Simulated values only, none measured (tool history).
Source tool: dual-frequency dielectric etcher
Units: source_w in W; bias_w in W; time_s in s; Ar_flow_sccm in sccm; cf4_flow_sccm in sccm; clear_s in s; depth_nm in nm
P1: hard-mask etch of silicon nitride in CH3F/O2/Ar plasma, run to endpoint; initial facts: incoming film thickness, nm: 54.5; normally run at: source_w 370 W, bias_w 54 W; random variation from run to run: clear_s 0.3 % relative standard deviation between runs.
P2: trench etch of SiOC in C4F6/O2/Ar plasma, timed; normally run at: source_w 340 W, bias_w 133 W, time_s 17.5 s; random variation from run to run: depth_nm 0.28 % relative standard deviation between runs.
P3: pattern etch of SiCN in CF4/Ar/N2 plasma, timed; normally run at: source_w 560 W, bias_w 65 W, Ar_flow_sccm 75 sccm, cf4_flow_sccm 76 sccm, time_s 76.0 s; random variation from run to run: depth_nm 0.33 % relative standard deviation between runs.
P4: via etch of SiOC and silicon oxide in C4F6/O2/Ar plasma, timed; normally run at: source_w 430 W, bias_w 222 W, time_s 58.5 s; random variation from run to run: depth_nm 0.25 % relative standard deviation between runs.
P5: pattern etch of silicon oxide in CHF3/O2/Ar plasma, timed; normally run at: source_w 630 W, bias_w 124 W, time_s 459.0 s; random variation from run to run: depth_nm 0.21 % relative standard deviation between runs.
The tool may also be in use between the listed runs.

run	hour	process	source_w	bias_w	time_s	Ar_flow_sccm	cf4_flow_sccm	hours since the last wet clean	hours since the last source power generator calibration	hours since the last bias power generator calibration	clear_s	depth_nm
1	4.7	P1	370	54				332.9	1333.6	2899.3	88.218	
2	9.0	P2	450	133	17.5			337.2	1337.9	2903.6		34.097
3	12.3	P4	430	222	78.0			340.5	1341.2	2906.9		95.820
# hour 14.5: bias power generator calibrated
4	15.8	P1	370	72				344.0	1344.7	1.4	80.704	
5	20.3	P5	630	89	459.0			348.5	1349.2	5.9		745.870
6	23.4	P1	370	54				351.6	1352.3	9.0	88.484	
7	26.8	P2	340	133	17.5			355.0	1355.7	12.4		30.549
8	31.4	P3	560	65	76.0	75	76	359.6	1360.3	17.0		81.702
9	33.9	P3	560	65	76.0	75	106	362.1	1362.8	19.5		85.396
10	36.1	P1	370	54				364.3	1365.0	21.7	88.416	
11	40.5	P1	370	54				368.7	1369.4	26.1	88.097	
12	42.6	P3	560	65	76.0	75	76	370.8	1371.5	28.2		81.497
13	46.8	P1	510	54				375.0	1375.7	32.4	77.916	
14	51.5	P1	220	54				379.7	1380.4	37.1	108.020	
15	55.9	P1	370	39				384.1	1384.8	41.5	98.216	
16	59.1	P4	280	222	58.5			387.3	1388.0	44.7		61.269
17	61.7	P1	370	54				389.9	1390.6	47.3	89.204	
18	65.2	P3	560	52	76.0	75	76	393.4	1394.1	50.8		76.299
19	69.0	P2	340	133	11.0			397.2	1397.9	54.6		19.141
20	72.1	P2	340	91	17.5			400.3	1401.0	57.7		27.440
21	74.7	P5	630	124	344.5			402.9	1403.6	60.3		619.190
22	77.0	P3	560	65	76.0	96	76	405.2	1405.9	62.6		78.709
23	80.1	P3	370	65	76.0	75	76	408.3	1409.0	65.7		56.604
24	84.0	P5	630	124	459.0			412.2	1412.9	69.6		825.010
25	87.8	P1	460	45				416.0	1416.7	73.4	86.083	
26	90.9	P5	420	124	459.0			419.1	1419.8	76.5		702.040
27	94.7	P4	430	222	58.5			422.9	1423.6	80.3		72.494
# hour 97.7: wet clean of the chamber
28	99.1	P1	480	68				1.4	1428.0	84.7	74.167	
29	102.6	P3	560	65	45.5	75	76	4.9	1431.5	88.2		48.968
30	105.2	P4	430	308	58.5			7.5	1434.1	90.8		80.697
31	108.2	P1	480	66				10.5	1437.1	93.8	75.092	
32	112.2	P5	630	124	459.0			14.5	1441.1	97.8		824.410
33	116.9	P1	370	54				19.2	1445.8	102.5	88.336	
34	119.6	P1	370	54				21.9	1448.5	105.2	89.176	
35	122.8	P1	370	54				25.1	1451.7	108.4	89.431	
36	127.3	P1	370	54				29.6	1456.2	112.9	89.332	
# hour 127.4: wet clean of the chamber
37	130.0	P1	370	54				2.6	1458.9	115.6	89.479	
38	134.5	P1	370	54				7.1	1463.4	120.1	89.957	
39	137.7	P1	370	54				10.3	1466.6	123.3	89.463	

Compared with where it was, what P1 gives has crept away. Each cause listed below fits the log as well as the rest, at the size given for it:
A: source power that arrives under what is set, % = 3.92
B: bias power that arrives under what is set, % = 4.71
The process output started creeping at around hour 116.9.
The rest of the possible causes, and what rules out each one:
chamber walls in a state that lowers the etch rate, %: maintenance at hour 127.4, after the shift began, did not return the process to its former output

Which of the 4 check runs listed below, each an average over 2 wafers with its results shown as question marks, gives clearly different results under the different listed causes?
check 1	140.9	P4	430	222	58.5							?
check 2	140.9	P3	560	65	76.0	75	76					?
check 3	140.9	P2	340	133	17.5							?
check 4	140.9	P5	630	124	459.0							?

Expected result of each check under each candidate cause:
check	result	if A	if B
check 1	depth_nm	71.137	71.086
check 2	depth_nm	78.946	80.573
check 3	depth_nm	30.118	30.161
check 4	depth_nm	810.250	810.950
Per-check spread between the two closest causes, in the result where they differ most: check 1 0.07 %; check 2 2.04 %; check 3 0.14 %; check 4 0.09 %
Of the check runs offered, only check 2 discriminates between the causes; the rest would read about the same regardless of which cause applies.

Here is what check 2 returned: depth_nm 80.493 nm. Which cause is it?

It was cause B: bias power that arrives under what is set, %.
